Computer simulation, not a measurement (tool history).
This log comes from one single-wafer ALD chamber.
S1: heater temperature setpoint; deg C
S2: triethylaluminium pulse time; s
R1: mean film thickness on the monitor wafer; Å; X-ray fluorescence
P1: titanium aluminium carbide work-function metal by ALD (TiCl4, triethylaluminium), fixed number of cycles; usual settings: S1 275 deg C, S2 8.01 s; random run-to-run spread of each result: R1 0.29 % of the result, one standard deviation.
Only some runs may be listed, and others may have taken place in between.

run,hour,S1,S2,R1
1,4.1,275,8.01,17.268
2,8.5,275,8.01,17.22
# hour 9: triethylaluminium bottle replaced
3,13.3,275,11.07,17.967
4,19.2,257,10.2,16.357
5,23.6,294,3.1,13.178
6,28.4,275,8.01,17.32
7,34.6,275,8.01,17.312
8,38.9,252,5.57,14.104
9,45.1,275,8.01,17.234
10,49.4,292,8.01,18.628
11,53.6,250,8.01,15.155
12,57.2,275,3.17,12.272
13,60.3,275,8.01,17.205
14,66.1,275,8.01,16.993
15,70.7,275,8.01,16.985

Run 16 comes next. What will it give?
16,76.8,275,8.01,?

For run 16 the tool returned R1 16.895 Å.

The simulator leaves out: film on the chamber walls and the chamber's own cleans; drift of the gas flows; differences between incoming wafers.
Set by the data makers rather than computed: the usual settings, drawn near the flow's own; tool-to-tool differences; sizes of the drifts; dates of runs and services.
